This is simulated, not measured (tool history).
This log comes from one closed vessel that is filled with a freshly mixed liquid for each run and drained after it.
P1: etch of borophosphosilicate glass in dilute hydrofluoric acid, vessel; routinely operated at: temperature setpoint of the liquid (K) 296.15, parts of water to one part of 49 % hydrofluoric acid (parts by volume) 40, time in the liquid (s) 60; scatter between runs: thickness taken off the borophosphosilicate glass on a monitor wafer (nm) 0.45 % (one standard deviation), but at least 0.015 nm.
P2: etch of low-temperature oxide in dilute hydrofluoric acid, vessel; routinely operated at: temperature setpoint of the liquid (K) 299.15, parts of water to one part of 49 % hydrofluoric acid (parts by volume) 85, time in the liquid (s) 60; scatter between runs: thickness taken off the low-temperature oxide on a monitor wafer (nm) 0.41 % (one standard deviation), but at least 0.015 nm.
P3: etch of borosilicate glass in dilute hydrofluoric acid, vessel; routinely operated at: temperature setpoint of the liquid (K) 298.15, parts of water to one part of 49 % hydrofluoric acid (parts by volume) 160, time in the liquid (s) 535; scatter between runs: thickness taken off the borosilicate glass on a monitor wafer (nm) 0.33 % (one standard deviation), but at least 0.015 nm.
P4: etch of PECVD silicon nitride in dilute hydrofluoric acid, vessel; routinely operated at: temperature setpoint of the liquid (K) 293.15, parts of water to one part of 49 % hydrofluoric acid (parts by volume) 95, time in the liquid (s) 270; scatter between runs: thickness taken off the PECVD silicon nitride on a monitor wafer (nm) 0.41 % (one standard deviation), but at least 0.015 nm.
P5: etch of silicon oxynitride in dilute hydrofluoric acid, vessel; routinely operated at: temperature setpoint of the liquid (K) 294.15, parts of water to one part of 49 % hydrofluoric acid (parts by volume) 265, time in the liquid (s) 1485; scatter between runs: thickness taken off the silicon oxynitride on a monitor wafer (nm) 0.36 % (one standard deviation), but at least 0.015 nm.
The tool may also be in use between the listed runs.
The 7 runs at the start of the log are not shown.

run   hour  process that ran  temperature setpoint of the liquid (K)  parts of water to one part of 49 % hydrofluoric acid (parts by volume)  time in the liquid (s)  hours since the thermometer was replaced  hours since the hydrofluoric acid flow meter was replaced  thickness taken off the borophosphosilicate glass on a monitor wafer (nm)  thickness taken off the silicon oxynitride on a monitor wafer (nm)  thickness taken off the low-temperature oxide on a monitor wafer (nm)  thickness taken off the PECVD silicon nitride on a monitor wafer (nm)  thickness taken off the borosilicate glass on a monitor wafer (nm)
  8   86.6                P2                                  299.15                                                                      85                      60                                      1268                                                      351.7                                                                                                                                                                                                                25.246
  9   95.5                P5                                  294.15                                                                     465                    1485                                    1276.9                                                      360.6                                                                                                                                         3.1067
 10  101.6                P1                                  296.15                                                                      40                      60                                      1283                                                      366.7                                                                     78.778
 11  109.9                P1                                  296.15                                                                      40                      90                                    1291.3                                                        375                                                                     118.17
 12  122.3                P1                                  296.15                                                                      70                      95                                    1303.7                                                      387.4                                                                      68.88
 13  133.3                P1                                  303.15                                                                      40                      60                                    1314.7                                                      398.4                                                                     105.17
 14  141.3                P4                                  293.15                                                                      95                     270                                    1322.7                                                      406.4                                                                                                                                                                                                                                                                                       5.4265
 15  150.2                P2                                  299.15                                                                      45                      60                                    1331.6                                                      415.3                                                                                                                                                                                                                50.206
 16  162.9                P4                                  293.15                                                                      95                     270                                    1344.3                                                        428                                                                                                                                                                                                                                                                                       5.4845
 17  173.5                P1                                  296.15                                                                      40                      60                                    1354.9                                                      438.6                                                                     78.832
 18  180.1                P3                                  298.15                                                                     160                     535                                    1361.5                                                      445.2                                                                                                                                                                                                                                                                                                                                                           56.708
 19  188.4                P4                                  293.15                                                                      20                     270                                    1369.8                                                      453.5                                                                                                                                                                                                                                                                                       24.474
 20  201.1                P3                                  306.15                                                                     160                     535                                    1382.5                                                      466.2                                                                                                                                                                                                                                                                                                                                                           75.832
 21  211.6                P5                                  294.15                                                                     265                    1485                                      1393                                                      476.7                                                                                                                                         6.1237
 22  219.5                P2                                  306.15                                                                      85                      60                                    1400.9                                                      484.6                                                                                                                                                                                                                32.865
 23  231.7                P1                                  291.15                                                                      40                      60                                    1413.1                                                      496.8                                                                     63.685
 24  240.2                P1                                  296.15                                                                      40                      60                                    1421.6                                                      505.3                                                                     78.988
 25  252.8                P3                                  298.15                                                                     160                     990                                    1434.2                                                      517.9                                                                                                                                                                                                                                                                                                                                                           104.71

The next listed run, before its measurement:
 26   262                P3                                  298.15                                                                      60                     535                                    1443.4                                                      527.1                                                                                                                                                                                                                                                                                                                                                                ?

{"run 26": {"thickness taken off the borosilicate glass on a monitor wafer (nm)": 169.84}}
